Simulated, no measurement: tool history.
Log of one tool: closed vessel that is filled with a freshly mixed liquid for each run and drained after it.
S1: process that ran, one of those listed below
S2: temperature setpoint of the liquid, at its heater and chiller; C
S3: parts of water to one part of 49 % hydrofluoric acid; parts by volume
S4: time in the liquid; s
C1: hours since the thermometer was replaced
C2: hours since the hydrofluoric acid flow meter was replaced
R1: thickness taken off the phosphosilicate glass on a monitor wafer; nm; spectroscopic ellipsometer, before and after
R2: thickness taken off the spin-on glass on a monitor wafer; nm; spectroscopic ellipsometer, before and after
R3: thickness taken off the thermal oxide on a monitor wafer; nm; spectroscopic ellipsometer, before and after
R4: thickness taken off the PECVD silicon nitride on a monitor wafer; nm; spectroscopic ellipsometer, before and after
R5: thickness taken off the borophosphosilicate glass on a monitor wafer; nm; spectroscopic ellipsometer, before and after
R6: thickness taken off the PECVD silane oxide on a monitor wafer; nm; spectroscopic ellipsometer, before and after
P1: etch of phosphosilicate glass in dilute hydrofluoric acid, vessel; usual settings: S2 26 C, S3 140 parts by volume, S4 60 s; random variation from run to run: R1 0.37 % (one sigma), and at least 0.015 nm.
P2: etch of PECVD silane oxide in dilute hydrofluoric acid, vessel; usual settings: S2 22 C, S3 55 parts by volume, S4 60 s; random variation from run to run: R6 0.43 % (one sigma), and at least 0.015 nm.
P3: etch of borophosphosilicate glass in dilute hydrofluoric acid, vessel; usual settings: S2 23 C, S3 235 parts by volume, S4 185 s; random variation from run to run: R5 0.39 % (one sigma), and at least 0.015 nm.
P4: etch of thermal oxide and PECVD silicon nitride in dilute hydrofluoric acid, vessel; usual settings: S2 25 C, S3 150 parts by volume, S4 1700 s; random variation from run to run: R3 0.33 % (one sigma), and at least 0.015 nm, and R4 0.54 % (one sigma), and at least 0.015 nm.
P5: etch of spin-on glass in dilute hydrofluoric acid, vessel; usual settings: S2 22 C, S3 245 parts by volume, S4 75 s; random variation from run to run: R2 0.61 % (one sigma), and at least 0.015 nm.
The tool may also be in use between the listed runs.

run   hour  S1    S2   S3    S4      C1     C2      R1      R2      R3      R4      R5      R6
  1   16.1  P1    26  140    60    1103  252.9  85.765
  2   31.8  P1    26  140    60  1118.7  268.6  86.292
  3   47.8  P1    26  140    60  1134.7  284.6  86.391
  4   62.1  P5    22   65    75    1149  298.9          24.733
  5   78.1  P4    25  150  1700    1165  314.9                  54.615  31.214
  6   89.3  P1    26   40    60  1176.2  326.1  344.04
  7  104.6  P5    22  245   130  1191.5  341.4          9.2516
  8    114  P3    23  235   185  1200.9  350.8                                  22.155
  9  130.3  P1    26  140    60  1217.2  367.1  86.154
     140.3  -- hydrofluoric acid flow meter replaced
 10    148  P1    26  140    60  1234.9    7.7  85.967
 11  160.8  P1    26  140   105  1247.7   20.5  150.26
 12  175.9  P5    22  245    75  1262.8   35.6          5.4368
 13  189.5  P5    17  245    75  1276.4   49.2          4.4664
 14  205.8  P3    23   40   185  1292.7   65.5                                  162.44
 15  214.2  P3    23  235   185  1301.1   73.9                                  22.161
 16  230.5  P4    25   85  1700  1317.4   90.2                  104.62  54.931
 17  241.2  P3    23  235   335  1328.1  100.9                                  39.876
 18  256.6  P2    22   55    30  1343.5  116.3                                          14.212
 19  270.5  P1    26  245    30  1357.4  130.2   21.92
 20  281.9  P1    26  200    60  1368.8  141.6  56.042
 21    295  P1    20  140    60  1381.9  154.7  68.274
 22  310.2  P4  30.5  150  1700  1397.1  169.9                  67.141  44.875
     322.6  -- thermometer replaced
 23  323.7  P1    26  140    30     1.1  183.4  43.237
 24  332.9  P4    25  150   550    10.3  192.6                  17.594  10.164
 25  347.3  P1    26  140    60    24.7    207  86.036
 26  357.6  P2    22   55    60      35  217.3                                           28.21
 27  365.8  P1  31.5  140    60    43.2  225.5  105.13
 28    380  P4    25  150  1700    57.4  239.7                  54.342  31.452
 29  389.1  P2  28.5   55    60    66.5  248.8                                          36.731
 30  396.8  P2    22   85    60    74.2  256.5                                          17.643
 31  409.4  P3  31.5  235   185    86.8  269.1                                  29.625
 32  425.6  P5    22  245    75     103  285.3          5.3581
 33  439.7  P1    26   85   105   117.1  299.4   265.5
 34  448.3  P1    26  140    60   125.7    308  86.664
 35  459.6  P1    26  140    60     137  319.3  84.462
 36  472.2  P1    26  140    60   149.6  331.9  83.792
 37  484.1  P1    26  140    60   161.5  343.8  82.529
 38    493  P1    26  140    60   170.4  352.7   82.44
 39  505.3  P1    26  140    60   182.7    365  83.066
 40  520.8  P1    26  140    60   198.2  380.5  82.035
 41  537.5  P1    26  140    60   214.9  397.2  82.159
 42  548.9  P1    26  140    60   226.3  408.6   81.98
 43  564.6  P1    26  140    60     242  424.3      82
 44  576.1  P1    26  140    60   253.5  435.8  81.459

What P1 gives has crept away from where it was. These 2 causes fit the log equally well, each at the size given:
A: hydrofluoric acid flow below the setpoint (%) = 4.41
B: liquid colder than its thermometer reads (K) = 1.4
The creep began at about hour 448.3.

4 check runs are offered, one wafer each, their results left as question marks. Which one tells the causes apart?
check 1  587.6  P3  23  235   185                           ?
check 2  587.6  P4  25  150  1700                   ?   ?
check 3  587.6  P5  22  245    75               ?
check 4  587.6  P2  22   55    60                               ?

What each check would give under each cause:
  check  result    if A    if B
check 1      R5  20.922  21.014
check 2      R3  51.693  51.682
check 2      R4  30.107  28.774
check 3      R2   5.079  5.1005
check 4      R6  26.907  26.631
How far apart the two closest causes lie, in the result that separates them most: check 1 0.44 %; check 2 4.53 %; check 3 0.42 %; check 4 1.03 %
Check 2 tells the causes apart: in the others they would give nearly the same result.

Check 2 was then run and gave: R3 51.462 nm; R4 30.186 nm. Which cause is it?

It is A: hydrofluoric acid flow below the setpoint (%).

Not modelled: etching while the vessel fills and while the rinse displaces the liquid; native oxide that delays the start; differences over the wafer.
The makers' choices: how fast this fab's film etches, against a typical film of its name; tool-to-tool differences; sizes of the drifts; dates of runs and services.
